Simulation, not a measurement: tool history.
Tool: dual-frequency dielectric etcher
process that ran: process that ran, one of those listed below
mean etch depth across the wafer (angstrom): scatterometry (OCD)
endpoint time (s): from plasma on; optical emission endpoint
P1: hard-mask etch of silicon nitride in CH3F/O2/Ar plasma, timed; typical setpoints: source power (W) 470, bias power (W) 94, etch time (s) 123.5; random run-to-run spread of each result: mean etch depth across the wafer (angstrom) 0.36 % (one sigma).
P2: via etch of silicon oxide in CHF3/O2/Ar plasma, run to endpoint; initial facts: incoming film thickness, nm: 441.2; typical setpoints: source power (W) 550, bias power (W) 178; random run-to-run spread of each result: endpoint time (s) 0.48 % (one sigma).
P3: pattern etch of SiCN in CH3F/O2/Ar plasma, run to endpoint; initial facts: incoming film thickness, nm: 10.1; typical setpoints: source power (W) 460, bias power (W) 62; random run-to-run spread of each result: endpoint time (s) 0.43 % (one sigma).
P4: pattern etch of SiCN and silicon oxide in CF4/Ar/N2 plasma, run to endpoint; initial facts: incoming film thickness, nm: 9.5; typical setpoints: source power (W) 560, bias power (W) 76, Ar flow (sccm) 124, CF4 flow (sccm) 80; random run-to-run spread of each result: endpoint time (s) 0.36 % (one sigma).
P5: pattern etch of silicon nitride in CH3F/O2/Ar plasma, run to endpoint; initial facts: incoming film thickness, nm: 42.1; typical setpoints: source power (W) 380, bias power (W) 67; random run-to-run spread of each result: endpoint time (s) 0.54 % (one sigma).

run	day	process that ran	source power (W)	bias power (W)	etch time (s)	Ar flow (sccm)	CF4 flow (sccm)	hours since the last wet clean	hours since the last source power generator calibration	hours since the last bias power generator calibration	mean etch depth across the wafer (angstrom)	endpoint time (s)
1	0.138	P1	470	94	123.5			112.8	664.2	1414.1	990.27	
2	0.292	P2	550	178				116.5	667.9	1417.8		228.98
3	0.425	P1	470	94	123.5			119.7	671.1	1421	994.63	
4	0.567	P4	560	76		124	109	123.1	674.5	1424.4		8.7403
5	0.742	P3	270	62				127.3	678.7	1428.6		32.521
6	0.892	P2	550	178				130.9	682.3	1432.2		229.81
# day 0.95: source power generator calibrated
7	1	P1	470	94	155			133.5	1.2	1434.8	1247.4	
8	1.146	P3	460	42				137	4.7	1438.3		30.027
9	1.3	P2	550	123				140.7	8.4	1442		258.95
10	1.45	P1	470	60	123.5			144.3	12	1445.6	847.09	
11	1.538	P1	470	94	123.5			146.4	14.1	1447.7	994.22	
12	1.742	P1	270	94	123.5			151.3	19	1452.6	807.33	
13	1.912	P4	560	92		124	80	155.4	23.1	1456.7		8.5584
14	2.021	P5	380	42				158	25.7	1459.3		72.856
15	2.154	P1	470	112	123.5			161.2	28.9	1462.5	1054.2	
16	2.25	P5	380	67				163.5	31.2	1464.8		63.25
17	2.404	P5	270	67				167.2	34.9	1468.5		72.231
18	2.567	P5	380	67				171.1	38.8	1472.4		62.534
19	2.688	P4	560	76		148	80	174	41.7	1475.3		9.4312
20	2.821	P4	660	76		124	80	177.2	44.9	1478.5		7.907
21	2.983	P4	560	76		124	80	181.1	48.8	1482.4		9.1619
22	3.179	P2	650	178				185.8	53.5	1487.1		216.47
23	3.312	P1	560	94	78.5			189	56.7	1490.3	672.4	
24	3.438	P1	660	94	123.5			192	59.7	1493.3	1129.9	
25	3.562	P1	470	94	123.5			195	62.7	1496.3	990.22	
26	3.762	P1	470	94	78.5			199.8	67.5	1501.1	632.77	
27	3.896	P3	460	62				203	70.7	1504.3		26.779
28	4.071	P1	470	94	123.5			207.2	74.9	1508.5	986.38	
29	4.188	P1	470	94	123.5			210	77.7	1511.3	982.71	
30	4.292	P1	470	94	123.5			212.5	80.2	1513.8	982.95	
31	4.429	P1	470	94	123.5			215.8	83.5	1517.1	974.82	
32	4.629	P1	470	94	123.5			220.6	88.3	1521.9	974.54	
# day 4.688: wet clean of the chamber
33	4.8	P1	470	94	123.5			2.8	92.4	1526	970.09	
34	4.892	P1	470	94	123.5			5	94.6	1528.2	980.61	
35	5.088	P1	470	94	123.5			9.7	99.3	1532.9	975.76	
36	5.188	P1	470	94	123.5			12.1	101.7	1535.3	968.29	
37	5.338	P1	470	94	123.5			15.7	105.3	1538.9	969.68	
38	5.446	P1	470	94	123.5			18.3	107.9	1541.5	968.99	

Something has made what P1 gives creep away from where it was; the 2 causes below, each at its own stated size, fit the log equally well:
A: bias power that arrives under what is set, % = 4.88
B: source power that arrives under what is set, % = 4.66
At approximately day 4.071, the process output began to creep.
Excluded causes, each with its reason:
chamber walls in a state that lowers the etch rate, %: was serviced at day 4.688, once the creep was under way, yet the earlier output never came back

The 4 check runs listed below each average the results of 2 wafers, and their outcomes are marked with question marks. Under which run would the listed causes produce clearly different results?
check 1	5.554	P2	550	178								?
check 2	5.554	P4	560	76		124	80					?
check 3	5.554	P5	380	67								?
check 4	5.554	P3	460	62								?

Predicted outcomes, by check and by cause:
check	result	if A	if B
check 1	endpoint time (s)	233.22	233.55
check 2	endpoint time (s)	9.2962	9.5328
check 3	endpoint time (s)	64.105	64.19
check 4	endpoint time (s)	26.95	26.987
Separation of the two closest causes in each check, using whichever result separates them best: check 1 0.14 %; check 2 2.51 %; check 3 0.13 %; check 4 0.14 %
Check 2 is the one run that separates the causes; every other check would come out nearly the same whichever cause is at work.

Check 2 was then run and gave: endpoint time (s) 9.2735. Which cause is it?

A is the cause: bias power that arrives under what is set, %.
